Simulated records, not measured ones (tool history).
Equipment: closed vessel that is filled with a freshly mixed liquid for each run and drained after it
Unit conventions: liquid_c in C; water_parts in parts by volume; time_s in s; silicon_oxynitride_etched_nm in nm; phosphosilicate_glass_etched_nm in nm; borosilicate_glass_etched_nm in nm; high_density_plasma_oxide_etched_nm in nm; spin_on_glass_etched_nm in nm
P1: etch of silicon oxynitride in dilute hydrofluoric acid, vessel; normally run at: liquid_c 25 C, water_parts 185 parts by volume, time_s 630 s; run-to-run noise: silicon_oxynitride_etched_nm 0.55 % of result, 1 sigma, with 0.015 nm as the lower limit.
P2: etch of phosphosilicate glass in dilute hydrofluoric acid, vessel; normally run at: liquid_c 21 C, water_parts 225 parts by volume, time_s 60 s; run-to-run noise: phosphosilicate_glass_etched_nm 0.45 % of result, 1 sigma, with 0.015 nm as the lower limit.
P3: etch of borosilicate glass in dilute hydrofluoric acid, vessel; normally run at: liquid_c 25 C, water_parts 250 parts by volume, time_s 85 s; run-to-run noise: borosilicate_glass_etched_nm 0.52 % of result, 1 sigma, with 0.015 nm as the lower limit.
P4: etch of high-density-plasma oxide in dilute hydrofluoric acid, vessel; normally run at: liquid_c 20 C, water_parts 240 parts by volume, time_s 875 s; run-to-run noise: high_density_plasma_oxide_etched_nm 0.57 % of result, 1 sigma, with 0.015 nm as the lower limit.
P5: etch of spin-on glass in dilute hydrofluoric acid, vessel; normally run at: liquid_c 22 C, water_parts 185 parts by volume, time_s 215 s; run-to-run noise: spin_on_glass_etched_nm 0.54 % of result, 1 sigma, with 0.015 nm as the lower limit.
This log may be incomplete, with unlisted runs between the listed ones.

run	hour	process	liquid_c	water_parts	time_s	silicon_oxynitride_etched_nm	phosphosilicate_glass_etched_nm	borosilicate_glass_etched_nm	high_density_plasma_oxide_etched_nm	spin_on_glass_etched_nm
1	3.7	P1	25	185	630	13.38				
2	8	P2	21	225	30		13.038			
3	12.1	P2	21	225	60		25.932			
4	14.7	P1	25	185	630	13.383				
5	17.5	P3	29	250	85			12.632		
6	22.3	P4	20	240	200				3.189	
7	26.6	P5	22	45	215					215.44
8	30.8	P3	25	250	85			10.9		
9	33.4	P2	17	225	60		22.11			
10	36	P5	22	185	215					44.041
11	40.5	P5	28.5	185	215					56.1
12	45.3	P3	25	250	150			19.507		
13	49.4	P1	25	185	630	13.529				
14	52.1	P1	32	185	630	18.167				
15	55.5	P1	18	185	630	9.6577				
16	58.2	P3	25	250	85			10.948		
17	62.8	P1	25	185	1000	21.239				
18	66	P1	25	185	315	6.6951				
19	69	P1	25	185	630	13.469				
20	74.4	P2	21	40	60		178.7			
21	77.8	P4	20	410	875				7.0133	
22	82.2	P4	27	240	875				17.708	
23	84.6	P3	25	45	85			77.788		
24	89.3	P1	25	295	630	7.7486				
# hour 92.4: hydrofluoric acid flow meter replaced
25	94.4	P5	22	185	330					67.479
26	97.3	P1	25	185	630	13.41				
27	102.4	P4	20	240	875				13.918	
28	106.1	P1	18	185	160	2.429				
29	109.9	P1	25	50	630	55.38				
30	113.7	P1	25	185	630	13.455				
31	116.9	P1	25	185	630	13.191				
32	121.7	P1	25	185	630	12.872				
33	124.1	P1	25	185	630	12.609				
34	129.6	P1	25	185	630	12.565				
35	132.5	P1	25	185	630	12.443				
36	137.3	P1	25	185	630	12.439				
37	139.8	P1	25	185	630	12.351				
38	145.3	P1	25	185	630	12.333				
39	150.8	P1	25	185	630	12.434				
40	155	P1	25	185	630	12.239				
41	158.9	P1	25	185	630	12.393				

What P1 gives has crept off from where it sat before. The 2 causes that follow fit the log equally well, each at the size noted:
A: liquid colder than its thermometer reads (K) = 1.9
B: hydrofluoric acid flow below the setpoint (%) = 7.16
The creep began at about hour 113.7.

The 4 check runs listed below each average the results of 2 wafers, and their outcomes are marked with question marks. Under which run would the listed causes produce clearly different results?
check 1	162.8	P3	25	55	85			?		
check 2	162.8	P4	26.5	370	875				?	
check 3	162.8	P2	21	105	30		?			
check 4	162.8	P5	26	50	215					?

Predicted outcomes, by check and by cause:
check	result	if A	if B
check 1	borosilicate_glass_etched_nm	58.281	58.157
check 2	high_density_plasma_oxide_etched_nm	9.3884	9.0264
check 3	phosphosilicate_glass_etched_nm	29.257	29.091
check 4	spin_on_glass_etched_nm	207.97	207.52
Gap, in per cent, between the two causes that each check separates least, read from the result that separates them most: check 1 0.21 %; check 2 3.93 %; check 3 0.57 %; check 4 0.22 %
Only in check 2 would the causes give clearly different results; in the remaining checks their results would be nearly the same.

Check 2 was then run and gave: high_density_plasma_oxide_etched_nm 9.3823 nm. Which cause is it?

The cause is A: liquid colder than its thermometer reads (K).
